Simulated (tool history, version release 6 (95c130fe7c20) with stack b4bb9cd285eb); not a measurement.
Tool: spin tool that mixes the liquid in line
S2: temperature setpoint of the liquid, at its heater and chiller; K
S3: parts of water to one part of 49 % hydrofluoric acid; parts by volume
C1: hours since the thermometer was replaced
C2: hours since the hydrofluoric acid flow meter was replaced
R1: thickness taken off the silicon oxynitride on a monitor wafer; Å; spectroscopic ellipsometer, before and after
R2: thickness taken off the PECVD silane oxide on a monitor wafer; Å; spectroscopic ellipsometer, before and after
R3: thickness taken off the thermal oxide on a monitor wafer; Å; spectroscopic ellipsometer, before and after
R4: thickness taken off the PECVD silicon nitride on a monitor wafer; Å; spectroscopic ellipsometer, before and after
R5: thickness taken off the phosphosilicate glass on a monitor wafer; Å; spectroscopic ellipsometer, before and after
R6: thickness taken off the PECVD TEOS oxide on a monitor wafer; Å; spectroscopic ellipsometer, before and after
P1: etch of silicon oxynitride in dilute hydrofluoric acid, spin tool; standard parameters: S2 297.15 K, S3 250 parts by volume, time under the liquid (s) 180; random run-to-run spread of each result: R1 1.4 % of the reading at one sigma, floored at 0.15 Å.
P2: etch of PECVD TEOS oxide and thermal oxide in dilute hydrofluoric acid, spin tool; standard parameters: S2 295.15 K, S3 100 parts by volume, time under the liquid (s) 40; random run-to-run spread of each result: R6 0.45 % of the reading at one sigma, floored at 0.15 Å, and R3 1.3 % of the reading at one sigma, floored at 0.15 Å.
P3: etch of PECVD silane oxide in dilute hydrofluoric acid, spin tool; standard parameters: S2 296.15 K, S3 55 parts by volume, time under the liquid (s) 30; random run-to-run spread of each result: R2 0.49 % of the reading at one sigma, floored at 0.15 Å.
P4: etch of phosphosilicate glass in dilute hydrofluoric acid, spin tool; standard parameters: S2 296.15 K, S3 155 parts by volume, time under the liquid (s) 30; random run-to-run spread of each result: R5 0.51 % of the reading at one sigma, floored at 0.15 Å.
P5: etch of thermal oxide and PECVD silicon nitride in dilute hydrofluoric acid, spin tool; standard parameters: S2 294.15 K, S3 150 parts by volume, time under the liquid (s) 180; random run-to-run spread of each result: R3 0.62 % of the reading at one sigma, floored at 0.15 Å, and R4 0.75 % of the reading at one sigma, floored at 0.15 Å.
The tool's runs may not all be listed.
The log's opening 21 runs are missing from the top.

{"run": 22, "day": 6.342, "process that ran": "P1", "S2": 290.15, "S3": 250, "time under the liquid (s)": 180, "C1": 329.1, "C2": 97.2, "R1": 11.121}
{"run": 23, "day": 6.617, "process that ran": "P4", "S2": 296.15, "S3": 155, "time under the liquid (s)": 30, "C1": 335.7, "C2": 103.8, "R5": 213.05}
{"run": 24, "day": 6.871, "process that ran": "P4", "S2": 296.15, "S3": 155, "time under the liquid (s)": 15, "C1": 341.8, "C2": 109.9, "R5": 105.93}
{"run": 25, "day": 7.179, "process that ran": "P1", "S2": 297.15, "S3": 250, "time under the liquid (s)": 180, "C1": 349.2, "C2": 117.3, "R1": 14.872}
{"run": 26, "day": 7.442, "process that ran": "P2", "S2": 290.15, "S3": 100, "time under the liquid (s)": 40, "C1": 355.5, "C2": 123.6, "R3": 14.77, "R6": 40.381}
{"run": 27, "day": 7.812, "process that ran": "P5", "S2": 294.15, "S3": 75, "time under the liquid (s)": 180, "C1": 364.4, "C2": 132.5, "R3": 104.67, "R4": 59.838}
{"run": 28, "day": 8.1, "process that ran": "P5", "S2": 294.15, "S3": 150, "time under the liquid (s)": 30, "C1": 371.3, "C2": 139.4, "R3": 8.1657, "R4": 5.1536}
{"run": 29, "day": 8.438, "process that ran": "P5", "S2": 294.15, "S3": 150, "time under the liquid (s)": 180, "C1": 379.4, "C2": 147.5, "R3": 48.811, "R4": 30.273}
{"run": 30, "day": 8.712, "process that ran": "P1", "S2": 303.65, "S3": 250, "time under the liquid (s)": 60, "C1": 386.0, "C2": 154.1, "R1": 6.9439}
{"run": 31, "day": 8.888, "process that ran": "P3", "S2": 296.15, "S3": 55, "time under the liquid (s)": 45, "C1": 390.2, "C2": 158.3, "R2": 268.64}
{"run": 32, "day": 9.217, "process that ran": "P3", "S2": 296.15, "S3": 100, "time under the liquid (s)": 30, "C1": 398.1, "C2": 166.2, "R2": 93.302}
{"run": 33, "day": 9.388, "process that ran": "P4", "S2": 296.15, "S3": 55, "time under the liquid (s)": 30, "C1": 402.2, "C2": 170.3, "R5": 674.1}
{"run": 34, "day": 9.712, "process that ran": "P4", "S2": 296.15, "S3": 155, "time under the liquid (s)": 30, "C1": 410.0, "C2": 178.1, "R5": 212.78}
{"run": 35, "day": 9.946, "process that ran": "P1", "S2": 297.15, "S3": 250, "time under the liquid (s)": 180, "C1": 415.6, "C2": 183.7, "R1": 15.148}
{"run": 36, "day": 10.254, "process that ran": "P1", "S2": 297.15, "S3": 250, "time under the liquid (s)": 180, "C1": 423.0, "C2": 191.1, "R1": 16.162}
{"run": 37, "day": 10.488, "process that ran": "P1", "S2": 297.15, "S3": 250, "time under the liquid (s)": 180, "C1": 428.6, "C2": 196.7, "R1": 15.953}
{"run": 38, "day": 10.833, "process that ran": "P1", "S2": 297.15, "S3": 250, "time under the liquid (s)": 180, "C1": 436.9, "C2": 205.0, "R1": 16.082}
{"run": 39, "day": 11.15, "process that ran": "P1", "S2": 297.15, "S3": 250, "time under the liquid (s)": 180, "C1": 444.5, "C2": 212.6, "R1": 16.495}
{"run": 40, "day": 11.404, "process that ran": "P1", "S2": 297.15, "S3": 250, "time under the liquid (s)": 180, "C1": 450.6, "C2": 218.7, "R1": 16.908}
{"run": 41, "day": 11.771, "process that ran": "P1", "S2": 297.15, "S3": 250, "time under the liquid (s)": 180, "C1": 459.4, "C2": 227.5, "R1": 17.182}
{"run": 42, "day": 12.071, "process that ran": "P1", "S2": 297.15, "S3": 250, "time under the liquid (s)": 180, "C1": 466.6, "C2": 234.7, "R1": 17.078}

What will run 43 give?
{"run": 43, "day": 12.4, "process that ran": "P1", "S2": 297.15, "S3": 250, "time under the liquid (s)": 180, "C1": 474.5, "C2": 242.6, "R1": "?"}

R1: 17.3160 Å
